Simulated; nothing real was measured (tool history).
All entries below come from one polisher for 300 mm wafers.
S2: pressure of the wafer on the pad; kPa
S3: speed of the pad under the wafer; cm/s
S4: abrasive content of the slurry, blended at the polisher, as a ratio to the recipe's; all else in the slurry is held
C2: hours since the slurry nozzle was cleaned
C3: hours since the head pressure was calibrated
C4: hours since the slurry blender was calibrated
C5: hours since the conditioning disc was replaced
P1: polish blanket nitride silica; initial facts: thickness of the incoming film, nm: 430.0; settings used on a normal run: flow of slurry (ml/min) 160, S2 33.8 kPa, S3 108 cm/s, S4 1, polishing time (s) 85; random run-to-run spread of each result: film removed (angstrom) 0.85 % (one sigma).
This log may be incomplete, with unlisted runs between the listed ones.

Run 1, hour 8.7: flow of slurry (ml/min) 160, S2 33.8 kPa, S3 108 cm/s, S4 1, polishing time (s) 85; wafers polished on this pad 536; C2 306.1; C3 385.6; C4 234.1; C5 193.5. Result: film removed (angstrom) 661.99.
Run 2, hour 16.6: flow of slurry (ml/min) 245, S2 33.8 kPa, S3 108 cm/s, S4 1, polishing time (s) 85; wafers polished on this pad 634; C2 314; C3 393.5; C4 242; C5 201.4. Result: film removed (angstrom) 707.73.
Run 3, hour 24.9: flow of slurry (ml/min) 160, S2 33.8 kPa, S3 108 cm/s, S4 1, polishing time (s) 85; wafers polished on this pad 736; C2 322.3; C3 401.8; C4 250.3; C5 209.7. Result: film removed (angstrom) 672.74.
Run 4, hour 37.7: flow of slurry (ml/min) 160, S2 33.8 kPa, S3 144 cm/s, S4 1, polishing time (s) 85; wafers polished on this pad 894; C2 335.1; C3 414.6; C4 263.1; C5 222.5. Result: film removed (angstrom) 841.02.
At hour 44.8: conditioning disc replaced and pad reconditioned.
Run 5, hour 47.2: flow of slurry (ml/min) 160, S2 33.8 kPa, S3 108 cm/s, S4 1, polishing time (s) 133; wafers polished on this pad 1011; C2 344.6; C3 424.1; C4 272.6; C5 2.4. Result: film removed (angstrom) 1032.5.
Run 6, hour 57.9: flow of slurry (ml/min) 160, S2 26.2 kPa, S3 108 cm/s, S4 1, polishing time (s) 127; wafers polished on this pad 1143; C2 355.3; C3 434.8; C4 283.3; C5 13.1. Result: film removed (angstrom) 763.97.
Run 7, hour 66.8: flow of slurry (ml/min) 160, S2 33.8 kPa, S3 108 cm/s, S4 1, polishing time (s) 85; wafers polished on this pad 1253; C2 364.2; C3 443.7; C4 292.2; C5 22. Result: film removed (angstrom) 664.79.
Run 8, hour 76.5: flow of slurry (ml/min) 160, S2 33.8 kPa, S3 108 cm/s, S4 1, polishing time (s) 85; wafers polished on this pad 1373; C2 373.9; C3 453.4; C4 301.9; C5 31.7. Result: film removed (angstrom) 658.89.
Run 9, hour 87.4: flow of slurry (ml/min) 160, S2 33.8 kPa, S3 50 cm/s, S4 1, polishing time (s) 85; wafers polished on this pad 1507; C2 384.8; C3 464.3; C4 312.8; C5 42.6. Result: film removed (angstrom) 357.15.
Run 10, hour 94.2: flow of slurry (ml/min) 160, S2 33.8 kPa, S3 108 cm/s, S4 1, polishing time (s) 38; wafers polished on this pad 1591; C2 391.6; C3 471.1; C4 319.6; C5 49.4. Result: film removed (angstrom) 298.18.
Run 11, hour 105.6: flow of slurry (ml/min) 160, S2 33.8 kPa, S3 108 cm/s, S4 1, polishing time (s) 85; wafers polished on this pad 1732; C2 403; C3 482.5; C4 331; C5 60.8. Result: film removed (angstrom) 661.38.
Run 12, hour 112.9: flow of slurry (ml/min) 160, S2 49.6 kPa, S3 108 cm/s, S4 1, polishing time (s) 85; wafers polished on this pad 1822; C2 410.3; C3 489.8; C4 338.3; C5 68.1. Result: film removed (angstrom) 972.15.
Run 13, hour 120.3: flow of slurry (ml/min) 160, S2 33.8 kPa, S3 108 cm/s, S4 1.45, polishing time (s) 85; wafers polished on this pad 1914; C2 417.7; C3 497.2; C4 345.7; C5 75.5. Result: film removed (angstrom) 768.78.
At hour 125: head pressure recalibrated.
Run 14, hour 129.7: flow of slurry (ml/min) 160, S2 33.8 kPa, S3 108 cm/s, S4 0.6, polishing time (s) 85; wafers polished on this pad 2030; C2 427.1; C3 4.8; C4 355.1; C5 84.9. Result: film removed (angstrom) 506.74.
Run 15, hour 141.7: flow of slurry (ml/min) 95, S2 33.8 kPa, S3 108 cm/s, S4 1, polishing time (s) 85; wafers polished on this pad 2178; C2 439.1; C3 16.8; C4 367.1; C5 96.9. Result: film removed (angstrom) 589.72.
Run 16, hour 151.8: flow of slurry (ml/min) 160, S2 15.2 kPa, S3 108 cm/s, S4 1, polishing time (s) 85; wafers polished on this pad 2302; C2 449.2; C3 26.9; C4 377.2; C5 107. Result: film removed (angstrom) 299.82.

What does the tool deliver on the next run?
Run 17, hour 161.2: flow of slurry (ml/min) 160, S2 33.8 kPa, S3 108 cm/s, S4 1, polishing time (s) 85; wafers polished on this pad 2418; C2 458.6; C3 36.3; C4 386.6; C5 116.4. Result: film removed (angstrom) ?.

Run 17 came out at film removed (angstrom) 657.69.
